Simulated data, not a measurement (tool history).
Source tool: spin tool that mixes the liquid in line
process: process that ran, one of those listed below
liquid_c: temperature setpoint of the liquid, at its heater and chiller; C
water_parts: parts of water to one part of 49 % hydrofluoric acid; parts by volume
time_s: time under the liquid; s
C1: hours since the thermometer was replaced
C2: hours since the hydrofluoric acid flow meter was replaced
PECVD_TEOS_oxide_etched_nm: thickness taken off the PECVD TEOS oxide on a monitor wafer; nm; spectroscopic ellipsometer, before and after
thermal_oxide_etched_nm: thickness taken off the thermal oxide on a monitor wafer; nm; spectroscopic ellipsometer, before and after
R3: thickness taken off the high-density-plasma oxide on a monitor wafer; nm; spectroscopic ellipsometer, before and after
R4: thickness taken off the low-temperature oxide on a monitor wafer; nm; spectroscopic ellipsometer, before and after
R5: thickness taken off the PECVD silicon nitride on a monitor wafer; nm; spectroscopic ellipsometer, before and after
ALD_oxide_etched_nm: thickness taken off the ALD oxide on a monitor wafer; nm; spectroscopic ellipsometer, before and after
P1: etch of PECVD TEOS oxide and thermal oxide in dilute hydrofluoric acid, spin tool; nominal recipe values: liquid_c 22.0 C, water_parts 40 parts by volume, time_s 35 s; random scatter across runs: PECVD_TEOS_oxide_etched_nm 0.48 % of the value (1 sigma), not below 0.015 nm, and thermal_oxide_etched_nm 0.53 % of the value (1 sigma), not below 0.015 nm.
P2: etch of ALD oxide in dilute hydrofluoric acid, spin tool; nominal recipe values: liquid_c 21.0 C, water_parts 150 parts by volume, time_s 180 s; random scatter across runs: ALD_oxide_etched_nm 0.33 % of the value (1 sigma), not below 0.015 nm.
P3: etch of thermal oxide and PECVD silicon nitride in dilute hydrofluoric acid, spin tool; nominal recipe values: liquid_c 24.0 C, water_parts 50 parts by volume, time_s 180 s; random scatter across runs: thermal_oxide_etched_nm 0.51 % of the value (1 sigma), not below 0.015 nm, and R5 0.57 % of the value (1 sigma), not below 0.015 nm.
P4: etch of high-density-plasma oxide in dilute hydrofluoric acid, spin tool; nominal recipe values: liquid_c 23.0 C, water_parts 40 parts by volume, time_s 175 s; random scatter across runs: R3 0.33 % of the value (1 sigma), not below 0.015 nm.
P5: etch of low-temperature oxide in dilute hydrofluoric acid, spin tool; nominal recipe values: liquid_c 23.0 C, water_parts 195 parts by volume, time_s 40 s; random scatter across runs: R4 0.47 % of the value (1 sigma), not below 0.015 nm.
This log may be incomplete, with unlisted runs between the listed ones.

Run 1, day 0.308: process P1, liquid_c 22.0 C, water_parts 40 parts by volume, time_s 35 s; C1 456.9; C2 400.3. Result: PECVD_TEOS_oxide_etched_nm 10.3830 nm, thermal_oxide_etched_nm 4.1393 nm.
Run 2, day 0.654: process P4, liquid_c 23.0 C, water_parts 40 parts by volume, time_s 175 s; C1 465.2; C2 408.6. Result: R3 26.4130 nm.
Run 3, day 0.942: process P5, liquid_c 23.0 C, water_parts 195 parts by volume, time_s 40 s; C1 472.1; C2 415.5. Result: R4 4.6435 nm.
Run 4, day 1.142: process P4, liquid_c 23.0 C, water_parts 40 parts by volume, time_s 15 s; C1 476.9; C2 420.3. Result: R3 2.2605 nm.
Run 5, day 1.388: process P3, liquid_c 24.0 C, water_parts 50 parts by volume, time_s 180 s; C1 482.8; C2 426.2. Result: thermal_oxide_etched_nm 17.4050 nm, R5 19.3850 nm.
Run 6, day 1.779: process P4, liquid_c 23.0 C, water_parts 20 parts by volume, time_s 175 s; C1 492.2; C2 435.6. Result: R3 54.2950 nm.
Run 7, day 2.092: process P1, liquid_c 22.0 C, water_parts 40 parts by volume, time_s 35 s; C1 499.7; C2 443.1. Result: PECVD_TEOS_oxide_etched_nm 10.4250 nm, thermal_oxide_etched_nm 4.1682 nm.
Run 8, day 2.404: process P5, liquid_c 23.0 C, water_parts 195 parts by volume, time_s 40 s; C1 507.2; C2 450.6. Result: R4 4.6222 nm.
Run 9, day 2.696: process P1, liquid_c 17.0 C, water_parts 40 parts by volume, time_s 35 s; C1 514.2; C2 457.6. Result: PECVD_TEOS_oxide_etched_nm 8.3074 nm, thermal_oxide_etched_nm 3.3243 nm.
Run 10, day 3.008: process P1, liquid_c 22.0 C, water_parts 40 parts by volume, time_s 35 s; C1 521.7; C2 465.1. Result: PECVD_TEOS_oxide_etched_nm 10.3360 nm, thermal_oxide_etched_nm 4.1395 nm.
Run 11, day 3.367: process P1, liquid_c 22.0 C, water_parts 65 parts by volume, time_s 35 s; C1 530.3; C2 473.7. Result: PECVD_TEOS_oxide_etched_nm 6.1715 nm, thermal_oxide_etched_nm 2.4314 nm.
Run 12, day 3.562: process P3, liquid_c 24.0 C, water_parts 50 parts by volume, time_s 30 s; C1 535.0; C2 478.4. Result: thermal_oxide_etched_nm 2.8951 nm, R5 3.2704 nm.
Run 13, day 3.762: process P1, liquid_c 26.5 C, water_parts 40 parts by volume, time_s 35 s; C1 539.8; C2 483.2. Result: PECVD_TEOS_oxide_etched_nm 12.5560 nm, thermal_oxide_etched_nm 4.9486 nm.
Run 14, day 4.096: process P5, liquid_c 23.0 C, water_parts 85 parts by volume, time_s 40 s; C1 547.8; C2 491.2. Result: R4 12.1760 nm.
Run 15, day 4.458: process P1, liquid_c 22.0 C, water_parts 40 parts by volume, time_s 60 s; C1 556.5; C2 499.9. Result: PECVD_TEOS_oxide_etched_nm 17.9340 nm, thermal_oxide_etched_nm 7.0556 nm.
Run 16, day 4.783: process P1, liquid_c 22.0 C, water_parts 40 parts by volume, time_s 35 s; C1 564.3; C2 507.7. Result: PECVD_TEOS_oxide_etched_nm 10.4430 nm, thermal_oxide_etched_nm 4.1230 nm.
Run 17, day 5.196: process P3, liquid_c 18.0 C, water_parts 50 parts by volume, time_s 180 s; C1 574.2; C2 517.6. Result: thermal_oxide_etched_nm 13.5490 nm, R5 12.9610 nm.
Run 18, day 5.512: process P4, liquid_c 23.0 C, water_parts 40 parts by volume, time_s 175 s; C1 581.8; C2 525.2. Result: R3 26.6800 nm.
Run 19, day 5.792: process P1, liquid_c 22.0 C, water_parts 40 parts by volume, time_s 35 s; C1 588.5; C2 531.9. Result: PECVD_TEOS_oxide_etched_nm 10.2690 nm, thermal_oxide_etched_nm 4.1244 nm.
Run 20, day 6.212: process P1, liquid_c 30.0 C, water_parts 55 parts by volume, time_s 35 s; C1 598.6; C2 542.0. Result: PECVD_TEOS_oxide_etched_nm 10.2250 nm, thermal_oxide_etched_nm 4.0822 nm.
Run 21, day 6.633: process P1, liquid_c 22.0 C, water_parts 25 parts by volume, time_s 15 s; C1 608.7; C2 552.1. Result: PECVD_TEOS_oxide_etched_nm 7.2616 nm, thermal_oxide_etched_nm 2.9224 nm.
Run 22, day 6.988: process P1, liquid_c 18.5 C, water_parts 65 parts by volume, time_s 35 s; C1 617.2; C2 560.6. Result: PECVD_TEOS_oxide_etched_nm 5.3347 nm, thermal_oxide_etched_nm 2.1469 nm.
Run 23, day 7.221: process P2, liquid_c 17.0 C, water_parts 150 parts by volume, time_s 180 s; C1 622.8; C2 566.2. Result: ALD_oxide_etched_nm 16.4990 nm.
Run 24, day 7.617: process P1, liquid_c 22.0 C, water_parts 40 parts by volume, time_s 15 s; C1 632.3; C2 575.7. Result: PECVD_TEOS_oxide_etched_nm 4.4432 nm, thermal_oxide_etched_nm 1.7622 nm.
Run 25, day 7.938: process P2, liquid_c 21.0 C, water_parts 40 parts by volume, time_s 180 s; C1 640.0; C2 583.4. Result: ALD_oxide_etched_nm 82.7540 nm.
Run 26, day 8.158: process P3, liquid_c 24.0 C, water_parts 90 parts by volume, time_s 180 s; C1 645.3; C2 588.7. Result: thermal_oxide_etched_nm 9.0520 nm, R5 11.0550 nm.
Run 27, day 8.392: process P5, liquid_c 30.5 C, water_parts 195 parts by volume, time_s 40 s; C1 650.9; C2 594.3. Result: R4 6.0908 nm.
Run 28, day 8.750: process P5, liquid_c 23.0 C, water_parts 195 parts by volume, time_s 80 s; C1 659.5; C2 602.9. Result: R4 9.3776 nm.
Run 29, day 8.983: process P2, liquid_c 21.0 C, water_parts 150 parts by volume, time_s 15 s; C1 665.1; C2 608.5. Result: ALD_oxide_etched_nm 1.6193 nm.
Run 30, day 9.412: process P1, liquid_c 22.0 C, water_parts 20 parts by volume, time_s 35 s; C1 675.4; C2 618.8. Result: PECVD_TEOS_oxide_etched_nm 21.3200 nm, thermal_oxide_etched_nm 8.4139 nm.
Run 31, day 9.838: process P2, liquid_c 21.0 C, water_parts 150 parts by volume, time_s 180 s; C1 685.6; C2 629.0. Result: ALD_oxide_etched_nm 19.4540 nm.
Run 32, day 10.154: process P4, liquid_c 17.5 C, water_parts 40 parts by volume, time_s 175 s; C1 693.2; C2 636.6. Result: R3 20.9660 nm.
Run 33, day 10.346: process P1, liquid_c 22.0 C, water_parts 40 parts by volume, time_s 35 s; C1 697.8; C2 641.2. Result: PECVD_TEOS_oxide_etched_nm 10.3340 nm, thermal_oxide_etched_nm 4.1186 nm.
Run 34, day 10.696: process P1, liquid_c 22.0 C, water_parts 40 parts by volume, time_s 35 s; C1 706.2; C2 649.6. Result: PECVD_TEOS_oxide_etched_nm 9.8969 nm, thermal_oxide_etched_nm 4.0074 nm.
Run 35, day 10.888: process P1, liquid_c 22.0 C, water_parts 40 parts by volume, time_s 35 s; C1 710.8; C2 654.2. Result: PECVD_TEOS_oxide_etched_nm 9.8354 nm, thermal_oxide_etched_nm 3.9293 nm.
Run 36, day 11.179: process P1, liquid_c 22.0 C, water_parts 40 parts by volume, time_s 35 s; C1 717.8; C2 661.2. Result: PECVD_TEOS_oxide_etched_nm 9.7289 nm, thermal_oxide_etched_nm 3.8744 nm.
Run 37, day 11.375: process P1, liquid_c 22.0 C, water_parts 40 parts by volume, time_s 35 s; C1 722.5; C2 665.9. Result: PECVD_TEOS_oxide_etched_nm 9.4979 nm, thermal_oxide_etched_nm 3.8460 nm.
Run 38, day 11.683: process P1, liquid_c 22.0 C, water_parts 40 parts by volume, time_s 35 s; C1 729.9; C2 673.3. Result: PECVD_TEOS_oxide_etched_nm 9.5069 nm, thermal_oxide_etched_nm 3.7703 nm.
Run 39, day 12.104: process P1, liquid_c 22.0 C, water_parts 40 parts by volume, time_s 35 s; C1 740.0; C2 683.4. Result: PECVD_TEOS_oxide_etched_nm 9.5483 nm, thermal_oxide_etched_nm 3.7670 nm.
Run 40, day 12.538: process P1, liquid_c 22.0 C, water_parts 40 parts by volume, time_s 35 s; C1 750.4; C2 693.8. Result: PECVD_TEOS_oxide_etched_nm 9.4741 nm, thermal_oxide_etched_nm 3.7433 nm.
Run 41, day 12.854: process P1, liquid_c 22.0 C, water_parts 40 parts by volume, time_s 35 s; C1 758.0; C2 701.4. Result: PECVD_TEOS_oxide_etched_nm 9.4914 nm, thermal_oxide_etched_nm 3.7728 nm.

P1 has crept away from where it was. The log is fitted equally well by each of these 2 causes, at the sizes shown:
A: liquid colder than its thermometer reads (K) = 2.21
B: hydrofluoric acid flow below the setpoint (%) = 8.5
The onset of the drift is placed at about day 10.346.

Consider the 4 single-wafer check runs listed below, results given as question marks: which one distinguishes between the causes by giving clearly different results for each?
Run check 1, day 13.171: process P4, liquid_c 23.0 C, water_parts 20 parts by volume, time_s 50 s. Result: R3 ?.
Run check 2, day 13.171: process P2, liquid_c 17.0 C, water_parts 150 parts by volume, time_s 65 s. Result: ALD_oxide_etched_nm ?.
Run check 3, day 13.171: process P5, liquid_c 23.0 C, water_parts 95 parts by volume, time_s 70 s. Result: R4 ?.
Run check 4, day 13.171: process P3, liquid_c 18.0 C, water_parts 90 parts by volume, time_s 180 s. Result: thermal_oxide_etched_nm ?, R5 ?.

Check results expected under each cause:
  check                   result     if A     if B
check 1                       R3  14.1670  14.2140
check 2      ALD_oxide_etched_nm   5.4565   5.3989
check 3                       R4  17.1360  16.9670
check 4  thermal_oxide_etched_nm   6.5452   6.5195
check 4                       R5   6.2617   6.7062
Per check, the gap between the least separated pair of causes, taken in the result that splits them most: check 1 0.34 %; check 2 1.06 %; check 3 0.99 %; check 4 6.86 %
Check 4 tells the causes apart: in the others they would give nearly the same result.

Check 4 was carried out, with these results: thermal_oxide_etched_nm 6.4418 nm; R5 6.6615 nm. Which of the listed causes is responsible?

B is the cause: hydrofluoric acid flow below the setpoint (%).

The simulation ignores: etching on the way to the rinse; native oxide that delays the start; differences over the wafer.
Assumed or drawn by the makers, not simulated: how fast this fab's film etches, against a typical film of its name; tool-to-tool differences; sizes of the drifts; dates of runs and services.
